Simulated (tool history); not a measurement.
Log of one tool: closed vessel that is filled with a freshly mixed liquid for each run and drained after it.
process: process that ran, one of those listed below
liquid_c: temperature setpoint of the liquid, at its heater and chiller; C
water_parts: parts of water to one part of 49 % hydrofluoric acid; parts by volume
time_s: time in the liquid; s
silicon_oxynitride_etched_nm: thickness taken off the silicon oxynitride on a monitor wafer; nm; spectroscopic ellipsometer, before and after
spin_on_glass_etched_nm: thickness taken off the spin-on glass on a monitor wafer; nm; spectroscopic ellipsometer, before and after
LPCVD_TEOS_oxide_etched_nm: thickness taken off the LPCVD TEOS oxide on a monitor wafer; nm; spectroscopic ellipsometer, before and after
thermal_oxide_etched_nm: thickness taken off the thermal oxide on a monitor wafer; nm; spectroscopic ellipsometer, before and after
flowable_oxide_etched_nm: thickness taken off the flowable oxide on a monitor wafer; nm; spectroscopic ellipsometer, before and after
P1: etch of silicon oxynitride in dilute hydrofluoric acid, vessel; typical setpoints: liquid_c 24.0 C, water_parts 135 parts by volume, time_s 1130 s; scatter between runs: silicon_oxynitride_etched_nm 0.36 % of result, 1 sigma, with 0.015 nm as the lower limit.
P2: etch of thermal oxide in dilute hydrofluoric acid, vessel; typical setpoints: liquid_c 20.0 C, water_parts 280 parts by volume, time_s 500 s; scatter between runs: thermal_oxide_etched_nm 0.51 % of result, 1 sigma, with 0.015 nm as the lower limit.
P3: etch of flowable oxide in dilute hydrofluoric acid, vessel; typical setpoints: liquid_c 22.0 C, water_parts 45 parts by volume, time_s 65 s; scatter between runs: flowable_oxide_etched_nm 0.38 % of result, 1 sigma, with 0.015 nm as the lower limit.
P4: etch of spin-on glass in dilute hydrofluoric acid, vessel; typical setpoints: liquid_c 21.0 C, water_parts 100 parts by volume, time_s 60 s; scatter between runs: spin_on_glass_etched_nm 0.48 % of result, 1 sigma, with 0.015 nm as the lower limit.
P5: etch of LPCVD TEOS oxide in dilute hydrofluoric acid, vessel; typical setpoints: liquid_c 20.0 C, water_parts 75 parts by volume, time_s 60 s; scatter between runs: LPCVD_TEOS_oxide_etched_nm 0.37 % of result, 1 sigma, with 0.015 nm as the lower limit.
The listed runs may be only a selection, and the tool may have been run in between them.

{"run": 1, "hour": 10.5, "process": "P1", "liquid_c": 24.0, "water_parts": 135, "time_s": 1130, "silicon_oxynitride_etched_nm": 13.672}
{"run": 2, "hour": 24.5, "process": "P4", "liquid_c": 21.0, "water_parts": 100, "time_s": 60, "spin_on_glass_etched_nm": 33.594}
{"run": 3, "hour": 34.0, "process": "P5", "liquid_c": 20.0, "water_parts": 75, "time_s": 30, "LPCVD_TEOS_oxide_etched_nm": 18.287}
{"run": 4, "hour": 43.5, "process": "P2", "liquid_c": 20.0, "water_parts": 280, "time_s": 95, "thermal_oxide_etched_nm": 1.1604}
{"run": 5, "hour": 58.1, "process": "P2", "liquid_c": 17.0, "water_parts": 280, "time_s": 500, "thermal_oxide_etched_nm": 5.4217}
{"run": 6, "hour": 67.1, "process": "P5", "liquid_c": 17.0, "water_parts": 75, "time_s": 60, "LPCVD_TEOS_oxide_etched_nm": 32.304}
{"run": 7, "hour": 84.6, "process": "P1", "liquid_c": 24.0, "water_parts": 40, "time_s": 580, "silicon_oxynitride_etched_nm": 25.594}
{"run": 8, "hour": 99.0, "process": "P5", "liquid_c": 20.0, "water_parts": 75, "time_s": 60, "LPCVD_TEOS_oxide_etched_nm": 36.643}
{"run": 9, "hour": 107.7, "process": "P1", "liquid_c": 24.0, "water_parts": 230, "time_s": 1130, "silicon_oxynitride_etched_nm": 7.4749}
{"run": 10, "hour": 119.3, "process": "P1", "liquid_c": 24.0, "water_parts": 135, "time_s": 1130, "silicon_oxynitride_etched_nm": 13.687}
{"run": 11, "hour": 129.3, "process": "P5", "liquid_c": 20.0, "water_parts": 75, "time_s": 60, "LPCVD_TEOS_oxide_etched_nm": 36.834}
{"run": 12, "hour": 142.6, "process": "P4", "liquid_c": 28.0, "water_parts": 100, "time_s": 60, "spin_on_glass_etched_nm": 43.978}
{"run": 13, "hour": 160.0, "process": "P2", "liquid_c": 20.0, "water_parts": 170, "time_s": 500, "thermal_oxide_etched_nm": 11.183}
{"run": 14, "hour": 172.7, "process": "P1", "liquid_c": 24.0, "water_parts": 135, "time_s": 2055, "silicon_oxynitride_etched_nm": 24.862}
{"hour": 189.9, "done": "hydrofluoric acid flow meter replaced"}
{"run": 15, "hour": 190.1, "process": "P1", "liquid_c": 24.0, "water_parts": 135, "time_s": 1130, "silicon_oxynitride_etched_nm": 13.741}
{"run": 16, "hour": 204.1, "process": "P1", "liquid_c": 32.0, "water_parts": 135, "time_s": 1130, "silicon_oxynitride_etched_nm": 19.517}
{"run": 17, "hour": 217.8, "process": "P4", "liquid_c": 21.0, "water_parts": 40, "time_s": 60, "spin_on_glass_etched_nm": 89.838}
{"run": 18, "hour": 231.2, "process": "P2", "liquid_c": 20.0, "water_parts": 280, "time_s": 500, "thermal_oxide_etched_nm": 6.1291}
{"run": 19, "hour": 248.7, "process": "P1", "liquid_c": 24.0, "water_parts": 135, "time_s": 95, "silicon_oxynitride_etched_nm": 1.1327}
{"run": 20, "hour": 257.4, "process": "P3", "liquid_c": 22.0, "water_parts": 20, "time_s": 65, "flowable_oxide_etched_nm": 100.25}
{"run": 21, "hour": 270.0, "process": "P4", "liquid_c": 21.0, "water_parts": 100, "time_s": 30, "spin_on_glass_etched_nm": 16.825}
{"run": 22, "hour": 280.8, "process": "P1", "liquid_c": 31.0, "water_parts": 135, "time_s": 2150, "silicon_oxynitride_etched_nm": 35.559}
{"run": 23, "hour": 291.1, "process": "P3", "liquid_c": 22.0, "water_parts": 45, "time_s": 125, "flowable_oxide_etched_nm": 83.394}
{"run": 24, "hour": 302.6, "process": "P1", "liquid_c": 20.5, "water_parts": 135, "time_s": 1130, "silicon_oxynitride_etched_nm": 11.593}
{"run": 25, "hour": 319.6, "process": "P3", "liquid_c": 22.0, "water_parts": 45, "time_s": 65, "flowable_oxide_etched_nm": 43.267}
{"run": 26, "hour": 336.0, "process": "P1", "liquid_c": 24.0, "water_parts": 80, "time_s": 1130, "silicon_oxynitride_etched_nm": 24.248}
{"run": 27, "hour": 345.2, "process": "P3", "liquid_c": 17.0, "water_parts": 45, "time_s": 65, "flowable_oxide_etched_nm": 34.884}
{"run": 28, "hour": 358.7, "process": "P1", "liquid_c": 24.0, "water_parts": 135, "time_s": 1130, "silicon_oxynitride_etched_nm": 13.65}
{"run": 29, "hour": 370.7, "process": "P3", "liquid_c": 22.0, "water_parts": 45, "time_s": 65, "flowable_oxide_etched_nm": 43.346}
{"run": 30, "hour": 380.3, "process": "P1", "liquid_c": 24.0, "water_parts": 135, "time_s": 1130, "silicon_oxynitride_etched_nm": 13.68}
{"run": 31, "hour": 397.1, "process": "P5", "liquid_c": 20.0, "water_parts": 125, "time_s": 60, "LPCVD_TEOS_oxide_etched_nm": 20.733}
{"run": 32, "hour": 413.8, "process": "P2", "liquid_c": 20.0, "water_parts": 280, "time_s": 500, "thermal_oxide_etched_nm": 6.1244}

Expected results for the next run?
{"run": 33, "hour": 426.6, "process": "P1", "liquid_c": 24.0, "water_parts": 135, "time_s": 1130, "silicon_oxynitride_etched_nm": "?"}

Run 33 gave silicon_oxynitride_etched_nm 13.6220 nm.

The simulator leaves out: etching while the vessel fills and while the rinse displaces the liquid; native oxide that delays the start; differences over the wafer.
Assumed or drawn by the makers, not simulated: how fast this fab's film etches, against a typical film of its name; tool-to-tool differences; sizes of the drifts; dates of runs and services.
